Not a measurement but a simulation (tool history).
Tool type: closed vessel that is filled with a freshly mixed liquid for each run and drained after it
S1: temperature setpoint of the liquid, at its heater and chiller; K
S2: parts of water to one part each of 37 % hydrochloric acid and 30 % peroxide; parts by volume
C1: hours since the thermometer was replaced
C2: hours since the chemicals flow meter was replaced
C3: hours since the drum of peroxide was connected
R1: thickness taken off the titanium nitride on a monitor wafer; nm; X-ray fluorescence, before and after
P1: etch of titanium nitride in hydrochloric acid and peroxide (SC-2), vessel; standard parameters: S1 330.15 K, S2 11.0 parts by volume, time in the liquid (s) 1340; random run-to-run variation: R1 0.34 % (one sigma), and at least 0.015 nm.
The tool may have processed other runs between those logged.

Run 1, hour 4.5: S1 330.15 K, S2 11.0 parts by volume, time in the liquid (s) 1340; C1 436.1; C2 648.1; C3 117.3. Result: R1 57.271 nm.
Run 2, hour 11.1: S1 318.15 K, S2 6.5 parts by volume, time in the liquid (s) 1340; C1 442.7; C2 654.7; C3 123.9. Result: R1 39.655 nm.
Run 3, hour 17.8: S1 330.15 K, S2 11.0 parts by volume, time in the liquid (s) 1340; C1 449.4; C2 661.4; C3 130.6. Result: R1 57.347 nm.
Run 4, hour 24.5: S1 330.15 K, S2 19.5 parts by volume, time in the liquid (s) 1340; C1 456.1; C2 668.1; C3 137.3. Result: R1 34.548 nm.
Run 5, hour 32.9: S1 330.15 K, S2 11.0 parts by volume, time in the liquid (s) 1340; C1 464.5; C2 676.5; C3 145.7. Result: R1 57.400 nm.
Run 6, hour 40.4: S1 330.15 K, S2 4.0 parts by volume, time in the liquid (s) 1340; C1 472.0; C2 684.0; C3 153.2. Result: R1 124.830 nm.
Run 7, hour 48.3: S1 340.65 K, S2 11.0 parts by volume, time in the liquid (s) 235; C1 479.9; C2 691.9; C3 161.1. Result: R1 19.246 nm.
Run 8, hour 54.7: S1 330.15 K, S2 11.0 parts by volume, time in the liquid (s) 1340; C1 486.3; C2 698.3; C3 167.5. Result: R1 57.511 nm.
At hour 63.9: thermometer replaced.
Run 9, hour 64.5: S1 330.15 K, S2 11.0 parts by volume, time in the liquid (s) 1340; C1 0.6; C2 708.1; C3 177.3. Result: R1 57.436 nm.
Run 10, hour 69.0: S1 313.65 K, S2 11.0 parts by volume, time in the liquid (s) 1340; C1 5.1; C2 712.6; C3 181.8. Result: R1 18.993 nm.
Run 11, hour 73.4: S1 345.15 K, S2 11.0 parts by volume, time in the liquid (s) 1340; C1 9.5; C2 717.0; C3 186.2. Result: R1 143.600 nm.
Run 12, hour 77.9: S1 330.15 K, S2 11.0 parts by volume, time in the liquid (s) 2595; C1 14.0; C2 721.5; C3 190.7. Result: R1 111.030 nm.
Run 13, hour 83.4: S1 323.65 K, S2 18.0 parts by volume, time in the liquid (s) 1340; C1 19.5; C2 727.0; C3 196.2. Result: R1 24.338 nm.
Run 14, hour 91.4: S1 330.15 K, S2 11.0 parts by volume, time in the liquid (s) 495; C1 27.5; C2 735.0; C3 204.2. Result: R1 21.356 nm.
Run 15, hour 98.9: S1 330.15 K, S2 11.0 parts by volume, time in the liquid (s) 1340; C1 35.0; C2 742.5; C3 211.7. Result: R1 57.438 nm.
Run 16, hour 103.4: S1 330.15 K, S2 11.0 parts by volume, time in the liquid (s) 1340; C1 39.5; C2 747.0; C3 216.2. Result: R1 58.672 nm.
Run 17, hour 108.2: S1 330.15 K, S2 11.0 parts by volume, time in the liquid (s) 1340; C1 44.3; C2 751.8; C3 221.0. Result: R1 59.438 nm.
Run 18, hour 112.8: S1 330.15 K, S2 11.0 parts by volume, time in the liquid (s) 1340; C1 48.9; C2 756.4; C3 225.6. Result: R1 59.912 nm.
Run 19, hour 120.8: S1 330.15 K, S2 11.0 parts by volume, time in the liquid (s) 1340; C1 56.9; C2 764.4; C3 233.6. Result: R1 60.955 nm.
Run 20, hour 130.7: S1 330.15 K, S2 11.0 parts by volume, time in the liquid (s) 1340; C1 66.8; C2 774.3; C3 243.5. Result: R1 61.335 nm.
Run 21, hour 137.2: S1 330.15 K, S2 11.0 parts by volume, time in the liquid (s) 1340; C1 73.3; C2 780.8; C3 250.0. Result: R1 61.892 nm.
Run 22, hour 143.1: S1 330.15 K, S2 11.0 parts by volume, time in the liquid (s) 1340; C1 79.2; C2 786.7; C3 255.9. Result: R1 61.800 nm.
Run 23, hour 149.5: S1 330.15 K, S2 11.0 parts by volume, time in the liquid (s) 1340; C1 85.6; C2 793.1; C3 262.3. Result: R1 61.657 nm.
Run 24, hour 154.0: S1 330.15 K, S2 11.0 parts by volume, time in the liquid (s) 1340; C1 90.1; C2 797.6; C3 266.8. Result: R1 61.794 nm.

Compared with where it was, what P1 gives has crept away. Each cause listed below fits the log as well as the rest, at the size given for it:
A: liquid hotter than its thermometer reads (K) = 1.15
B: chemicals flow above the setpoint (%) = 9.06
At approximately hour 98.9, the process output began to creep.
All other causes, with the reason each is excluded:
peroxide weaker than its label (%): capped at 8; at that size R1 would change by -7.4 %, too little to explain the creep or opposite to it

Each of the check runs listed below is run on 2 wafers and reports their average, with the results left as question marks. Pick the one under which the possible causes would lead to clearly different results.
Run check 1, hour 158.5: S1 330.15 K, S2 14.5 parts by volume, time in the liquid (s) 2530. Result: R1 ?.
Run check 2, hour 158.5: S1 335.65 K, S2 11.0 parts by volume, time in the liquid (s) 805. Result: R1 ?.
Run check 3, hour 158.5: S1 321.65 K, S2 4.0 parts by volume, time in the liquid (s) 1340. Result: R1 ?.
Run check 4, hour 158.5: S1 345.15 K, S2 11.0 parts by volume, time in the liquid (s) 1975. Result: R1 ?.

If the cause were each of the candidates in turn, the checks would give the following:
  check  result     if A     if B
check 1      R1   91.792   92.034
check 2      R1   52.248   52.357
check 3      R1   76.875   75.338
check 4      R1  226.020  227.360
Per-check spread between the two closest causes, in the result where they differ most: check 1 0.26 %; check 2 0.21 %; check 3 2.02 %; check 4 0.59 %
Only check 3 tells the causes apart: in the others they would give nearly the same result.

With check 3 done, the readings were: R1 76.841 nm. Identify which of the listed causes applies.

Of the candidate causes, it is A: liquid hotter than its thermometer reads (K).
